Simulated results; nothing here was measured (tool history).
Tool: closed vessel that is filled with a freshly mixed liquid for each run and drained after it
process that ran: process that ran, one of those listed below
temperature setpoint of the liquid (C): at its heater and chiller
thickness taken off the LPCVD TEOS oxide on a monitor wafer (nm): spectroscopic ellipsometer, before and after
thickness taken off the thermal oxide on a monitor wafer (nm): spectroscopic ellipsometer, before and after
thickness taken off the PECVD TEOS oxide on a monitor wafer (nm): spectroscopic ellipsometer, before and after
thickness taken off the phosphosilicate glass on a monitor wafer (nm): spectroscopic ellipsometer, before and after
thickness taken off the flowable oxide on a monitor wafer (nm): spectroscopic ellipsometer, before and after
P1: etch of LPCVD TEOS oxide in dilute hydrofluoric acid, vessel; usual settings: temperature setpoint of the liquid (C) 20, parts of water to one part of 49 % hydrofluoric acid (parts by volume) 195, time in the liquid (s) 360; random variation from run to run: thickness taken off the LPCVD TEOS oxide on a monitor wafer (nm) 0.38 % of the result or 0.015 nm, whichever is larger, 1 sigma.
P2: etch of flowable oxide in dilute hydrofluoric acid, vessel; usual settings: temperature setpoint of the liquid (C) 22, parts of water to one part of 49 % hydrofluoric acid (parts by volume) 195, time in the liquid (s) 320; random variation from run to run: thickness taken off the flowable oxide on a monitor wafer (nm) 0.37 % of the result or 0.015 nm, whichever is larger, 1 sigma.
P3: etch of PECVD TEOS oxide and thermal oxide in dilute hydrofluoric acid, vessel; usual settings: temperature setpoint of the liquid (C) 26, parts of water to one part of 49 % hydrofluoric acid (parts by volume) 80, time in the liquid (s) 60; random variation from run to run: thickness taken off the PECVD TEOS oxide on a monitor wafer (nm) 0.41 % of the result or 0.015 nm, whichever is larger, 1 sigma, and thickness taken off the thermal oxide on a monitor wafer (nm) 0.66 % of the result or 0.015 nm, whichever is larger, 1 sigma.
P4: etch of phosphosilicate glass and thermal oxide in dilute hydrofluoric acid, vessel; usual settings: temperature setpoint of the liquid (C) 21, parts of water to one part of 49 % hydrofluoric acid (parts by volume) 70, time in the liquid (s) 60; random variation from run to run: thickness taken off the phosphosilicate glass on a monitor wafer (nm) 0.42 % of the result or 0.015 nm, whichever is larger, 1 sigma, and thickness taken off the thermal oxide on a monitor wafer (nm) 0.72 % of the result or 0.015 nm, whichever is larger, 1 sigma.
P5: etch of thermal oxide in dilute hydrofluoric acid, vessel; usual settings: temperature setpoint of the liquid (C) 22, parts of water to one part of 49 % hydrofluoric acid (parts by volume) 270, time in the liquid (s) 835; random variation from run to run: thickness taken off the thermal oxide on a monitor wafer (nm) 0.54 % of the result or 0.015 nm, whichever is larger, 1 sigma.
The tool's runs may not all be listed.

run,hour,process that ran,temperature setpoint of the liquid (C),parts of water to one part of 49 % hydrofluoric acid (parts by volume),time in the liquid (s),thickness taken off the LPCVD TEOS oxide on a monitor wafer (nm),thickness taken off the thermal oxide on a monitor wafer (nm),thickness taken off the PECVD TEOS oxide on a monitor wafer (nm),thickness taken off the phosphosilicate glass on a monitor wafer (nm),thickness taken off the flowable oxide on a monitor wafer (nm)
1,6.4,P1,20,195,360,51.905,,,,
2,9.9,P1,20,50,685,450.71,,,,
3,13.6,P1,20,195,360,51.427,,,,
4,16.6,P1,23.5,195,675,111.45,,,,
5,21.4,P1,24,195,360,60.771,,,,
6,25,P5,22,270,65,,0.91908,,,
7,30.1,P5,30.5,270,835,,15.433,,,
8,33.8,P5,22,270,835,,11.496,,,
9,38.7,P3,33,80,60,,5.0956,20.163,,
10,42.3,P4,25,70,60,,4.1806,,104.64,
11,45.7,P1,20,195,360,51.947,,,,
12,50.9,P4,21,70,60,,3.5153,,88.499,
13,55.1,P2,22,75,320,,,,,84.245
14,59.3,P3,26,80,30,,1.9899,7.6663,,
15,64.7,P1,20,55,360,214.35,,,,
16,69.5,P1,20,320,360,28.234,,,,
17,73.3,P3,26,35,60,,9.5614,37.641,,
18,79.5,P4,21,70,60,,3.5924,,88.085,
19,83.9,P1,20,195,360,51.82,,,,
20,87.1,P2,22,195,75,,,,,6.6287
21,90.8,P3,26,80,60,,3.9499,15.407,,
22,97.2,P1,17,195,360,46.15,,,,
23,103.1,P4,21,125,60,,1.8634,,46.614,
24,109.6,P2,22,195,320,,,,,28.166
25,115.9,P4,21,70,110,,6.4998,,160.26,
26,120.5,P2,22,195,320,,,,,28.259
27,123.6,P5,22,465,835,,5.6487,,,
28,129.2,P1,20,195,630,91.027,,,,
29,135.4,P1,20,195,360,52.07,,,,
30,140.3,P1,20,195,30,4.3384,,,,
31,144.3,P2,30,195,320,,,,,37.783
32,150.2,P1,20,195,360,51.931,,,,
33,155.3,P1,20,195,360,50.368,,,,
34,161,P1,20,195,360,49.364,,,,
35,166.6,P1,20,195,360,48.614,,,,
36,172.9,P1,20,195,360,47.831,,,,
37,179.1,P1,20,195,360,47.888,,,,
38,184.7,P1,20,195,360,47.895,,,,
39,190.7,P1,20,195,360,47.829,,,,
40,196.1,P1,20,195,360,47.54,,,,
41,200.4,P1,20,195,360,47.92,,,,

What P1 gives has crept away from where it was. These 2 causes fit the log equally well, each at the size given:
A: liquid colder than its thermometer reads (K) = 2.25
B: hydrofluoric acid flow below the setpoint (%) = 7.08
The creep began at about hour 150.2.

4 check runs are offered, each on 2 wafers whose results are averaged, their results left as question marks. Which one tells the causes apart?
check 1,204.7,P5,30,415,835,,?,,,
check 2,204.7,P4,21,125,105,,?,,?,
check 3,204.7,P3,32.5,80,30,,?,?,,
check 4,204.7,P2,29.5,100,320,,,,,?

What each check would give under each cause:
check,result,if A,if B
check 1,thickness taken off the thermal oxide on a monitor wafer (nm),7.9519,7.6731
check 2,thickness taken off the thermal oxide on a monitor wafer (nm),2.9692,2.9908
check 2,thickness taken off the phosphosilicate glass on a monitor wafer (nm),74.278,74.817
check 3,thickness taken off the thermal oxide on a monitor wafer (nm),2.3056,2.3101
check 3,thickness taken off the PECVD TEOS oxide on a monitor wafer (nm),9.0866,9.1043
check 4,thickness taken off the flowable oxide on a monitor wafer (nm),75.338,75.46
How far apart the two closest causes lie, in the result that separates them most: check 1 3.57 %; check 2 0.72 %; check 3 0.2 %; check 4 0.16 %
Only check 1 tells the causes apart: in the others they would give nearly the same result.

Check 1 was then run and gave: thickness taken off the thermal oxide on a monitor wafer (nm) 7.6147. Which cause is it?

It is B: hydrofluoric acid flow below the setpoint (%).

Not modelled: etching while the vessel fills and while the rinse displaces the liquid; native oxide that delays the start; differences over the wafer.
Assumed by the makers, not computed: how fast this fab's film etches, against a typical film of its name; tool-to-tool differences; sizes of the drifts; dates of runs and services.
